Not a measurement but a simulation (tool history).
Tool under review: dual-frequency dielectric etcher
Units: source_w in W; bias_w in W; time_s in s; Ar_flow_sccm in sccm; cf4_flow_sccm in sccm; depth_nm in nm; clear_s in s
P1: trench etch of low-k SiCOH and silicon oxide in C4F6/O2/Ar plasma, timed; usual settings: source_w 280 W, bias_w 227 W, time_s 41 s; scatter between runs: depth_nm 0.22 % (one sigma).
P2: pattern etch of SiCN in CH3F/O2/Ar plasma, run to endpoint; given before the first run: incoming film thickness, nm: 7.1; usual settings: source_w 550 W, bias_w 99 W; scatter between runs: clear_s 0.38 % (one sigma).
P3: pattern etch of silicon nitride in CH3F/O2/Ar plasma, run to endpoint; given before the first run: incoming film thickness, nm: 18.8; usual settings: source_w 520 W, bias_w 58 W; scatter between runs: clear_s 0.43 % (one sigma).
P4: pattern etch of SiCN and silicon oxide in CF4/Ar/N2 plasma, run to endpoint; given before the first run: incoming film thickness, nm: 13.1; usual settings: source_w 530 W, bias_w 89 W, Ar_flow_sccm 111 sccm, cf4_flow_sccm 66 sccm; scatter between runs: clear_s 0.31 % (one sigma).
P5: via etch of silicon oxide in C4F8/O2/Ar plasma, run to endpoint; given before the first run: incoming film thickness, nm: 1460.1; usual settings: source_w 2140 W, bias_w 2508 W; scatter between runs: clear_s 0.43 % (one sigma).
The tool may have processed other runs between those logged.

| run | hour | process | source_w | bias_w | time_s | Ar_flow_sccm | cf4_flow_sccm | depth_nm | clear_s |
|---|---|---|---|---|---|---|---|---|---|
| 1 | 5.1 | P1 | 280 | 227 | 41 |  |  | 123.6 |  |
| 2 | 8.6 | P4 | 530 | 89 |  | 111 | 66 |  | 12.094 |
| 3 | 13.5 | P1 | 280 | 269 | 41 |  |  | 130.33 |  |
| 4 | 18 | P2 | 710 | 99 |  |  |  |  | 13.741 |
| 5 | 22.8 | P1 | 280 | 227 | 41 |  |  | 123.5 |  |
| 6 | 25.6 | P5 | 1400 | 2508 |  |  |  |  | 311.77 |
| 7 | 31.4 | P2 | 550 | 99 |  |  |  |  | 15.11 |
| 8 | 36.9 | P1 | 280 | 174 | 41 |  |  | 112.91 |  |
| 9 | 42.7 | P1 | 340 | 227 | 25.5 |  |  | 82.895 |  |
| 10 | 48.1 | P1 | 280 | 227 | 26.5 |  |  | 80.191 |  |
| 11 | 54 | P1 | 280 | 227 | 41 |  |  | 123.96 |  |
| 12 | 57.7 | P3 | 730 | 58 |  |  |  |  | 23.301 |
| 13 | 60.2 | P1 | 280 | 227 | 53 |  |  | 160.4 |  |
| 14 | 64.6 | P1 | 350 | 227 | 41 |  |  | 134.43 |  |
| 15 | 68.8 | P1 | 280 | 227 | 41 |  |  | 123.63 |  |
| 16 | 74.4 | P1 | 220 | 227 | 60 |  |  | 165.55 |  |
| 17 | 77.9 | P2 | 550 | 99 |  |  |  |  | 15.129 |
| 18 | 83.5 | P4 | 530 | 54 |  | 111 | 66 |  | 14.361 |
| 19 | 86.3 | P4 | 530 | 89 |  | 111 | 66 |  | 12.036 |
| 20 | 90.6 | P3 | 520 | 58 |  |  |  |  | 26.58 |
| 21 | 95.2 | P1 | 170 | 227 | 41 |  |  | 102.15 |  |
| 22 | 100.5 | P5 | 2140 | 2508 |  |  |  |  | 264.11 |
| 23 | 106.3 | P1 | 280 | 227 | 41 |  |  | 123.72 |  |
| 24 | 110.7 | P5 | 2140 | 3560 |  |  |  |  | 237.68 |
| 25 | 115.6 | P3 | 520 | 73 |  |  |  |  | 24.799 |
| 26 | 121.2 | P4 | 530 | 89 |  | 72 | 66 |  | 11.327 |
| 27 | 126.7 | P4 | 710 | 89 |  | 111 | 66 |  | 9.3018 |

Estimate the outcome of run 28 from the log above:
| 28 | 130.8 | P2 | 550 | 121 |  |  |  |  | ? |

Run 28 measured clear_s 13.995 s.
